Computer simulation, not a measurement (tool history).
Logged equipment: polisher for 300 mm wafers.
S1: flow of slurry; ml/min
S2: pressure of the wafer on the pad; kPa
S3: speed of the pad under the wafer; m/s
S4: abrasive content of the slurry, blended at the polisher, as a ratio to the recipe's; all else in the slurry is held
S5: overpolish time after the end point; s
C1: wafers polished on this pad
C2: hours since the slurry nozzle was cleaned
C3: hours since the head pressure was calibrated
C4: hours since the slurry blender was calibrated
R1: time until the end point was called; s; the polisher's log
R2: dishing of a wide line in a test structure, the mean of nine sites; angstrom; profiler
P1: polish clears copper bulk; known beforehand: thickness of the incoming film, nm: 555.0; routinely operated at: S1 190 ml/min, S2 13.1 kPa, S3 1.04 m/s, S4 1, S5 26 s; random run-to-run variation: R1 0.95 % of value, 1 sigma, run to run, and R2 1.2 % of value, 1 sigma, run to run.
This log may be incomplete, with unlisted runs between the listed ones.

run   hour   S1    S2    S3    S4  S5    C1     C2     C3     C4      R1      R2
  1   10.4  190  13.1  1.04     1  26   612   59.5  163.2  243.3  88.283  770.12
  2   22.9  190  13.1  1.04     1  26   684     72  175.7  255.8  89.477  758.01
  3   37.4  245  13.1  1.04     1  26   767   86.5  190.2  270.3  87.028   770.6
  4   44.9  190  13.1  1.04   0.7  26   810     94  197.7  277.8  95.791  744.23
  5   57.5  190  13.1  1.04     1  26   882  106.6  210.3  290.4  87.945  760.48
  6   65.2  190  13.1  1.04  1.45  26   926  114.3    218  298.1  82.951   806.2
      68.5  -- slurry nozzle cleaned
  7   78.7  190  13.1  1.04     1  13  1004   10.2  231.5  311.6  87.893  485.74
  8   89.6  190  13.1  1.04     1  26  1066   21.1  242.4  322.5  86.929  766.94
  9  102.4  190     9  1.04     1  26  1140   33.9  255.2  335.3  132.06  564.47
 10  115.6  115  13.1  1.04     1  26  1215   47.1  268.4  348.5  95.931   722.9
 11  124.2  190  13.1  0.74   0.6  26  1264   55.7    277  357.1  139.69  584.22
     127.1  -- head pressure recalibrated
 12  133.1  190  13.1  1.04     1  26  1316   64.6    6.1    366  88.307  773.72
 13  145.9  190  13.1  1.04     1  26  1389   77.4   18.9  378.8  90.201  751.72
 14  157.3  190  13.1  1.04     1  50  1454   88.8   30.3  390.2  89.946  988.28
 15  170.7  190  13.1  0.46     1  26  1531  102.2   43.7  403.6  200.07  451.68
 16  183.8  190  17.2  1.04     1  26  1606  115.3   56.8  416.7  67.905  924.38
 17  199.5  190  13.1  1.32     1  26  1696    131   72.5  432.4  69.996  849.82
 18  209.1  190  13.1  1.04     1  26  1751  140.6   82.1    442  89.898  750.86
 19  224.2  190  13.1  1.04     1  26  1838  155.7   97.2  457.1  92.468  743.48
 20  232.4  190  13.1  1.04     1  26  1885  163.9  105.4  465.3  93.278  752.46
 21  248.7  190  13.1  1.04     1  26  1978  180.2  121.7  481.6  95.651  742.68
     249.1  -- head pressure recalibrated
     253.1  -- worn pad replaced by a new one
 22  256.2  190  13.1  1.04     1  26    17  187.7    7.2  489.1  96.418   745.7
 23  270.4  190  13.1  1.04     1  26    99  201.9   21.4  503.3  93.784  733.51
 24  285.2  190  13.1  1.04     1  26   184  216.7   36.2  518.1   96.56  724.16
 25    293  190  13.1  1.04     1  26   228  224.5     44  525.9  97.391  731.22

P1 has crept away from where it was. The log is fitted equally well by each of these 2 causes, at the sizes shown:
A: slurry flow missing at the pad, % = 35.2
B: abrasive missing from the slurry, % = 29.6
Creep in the process output first set in at about hour 209.1.
Other possible causes, and why each is ruled out:
removal rate lost through wear of the pad, %: work on it at hour 253.1, done after the drift set in, did not restore what the process gave before
head's pressure below its setpoint, %: work on it at hour 249.1, done after the drift set in, did not restore what the process gave before

The list below offers 4 check runs, each averaging the results of 5 wafers, and shows each result as a question mark. For which of them would the listed causes give clearly different results?
check 1  300.8  190  13.1  1.26  1.45  26                   ?   ?
check 2  300.8  190  13.1  0.48     1  26                   ?   ?
check 3  300.8  190  13.1  1.04   1.3  26                   ?   ?
check 4  300.8  120  13.1  1.04     1  26                   ?   ?

Outcome of each check run for each possible cause:
  check  result    if A    if B
check 1      R1  72.963  73.192
check 1      R2  837.82  836.66
check 2      R1  207.76  207.72
check 2      R2  437.67  437.73
check 3      R1  90.569  90.766
check 3      R2  754.61  753.75
check 4      R1  107.79  103.77
check 4      R2  685.02  700.27
How far apart the two closest causes lie, in the result that separates them most: check 1 0.31 %; check 2 0.02 %; check 3 0.22 %; check 4 3.8 %
Check 4 distinguishes between the causes, while the remaining checks would return nearly the same result for all of them.

Running check 4 produced the following: R1 103.86 s; R2 703.68 angstrom. Which one of the listed causes fits?

The correct cause is B, namely: abrasive missing from the slurry, %.
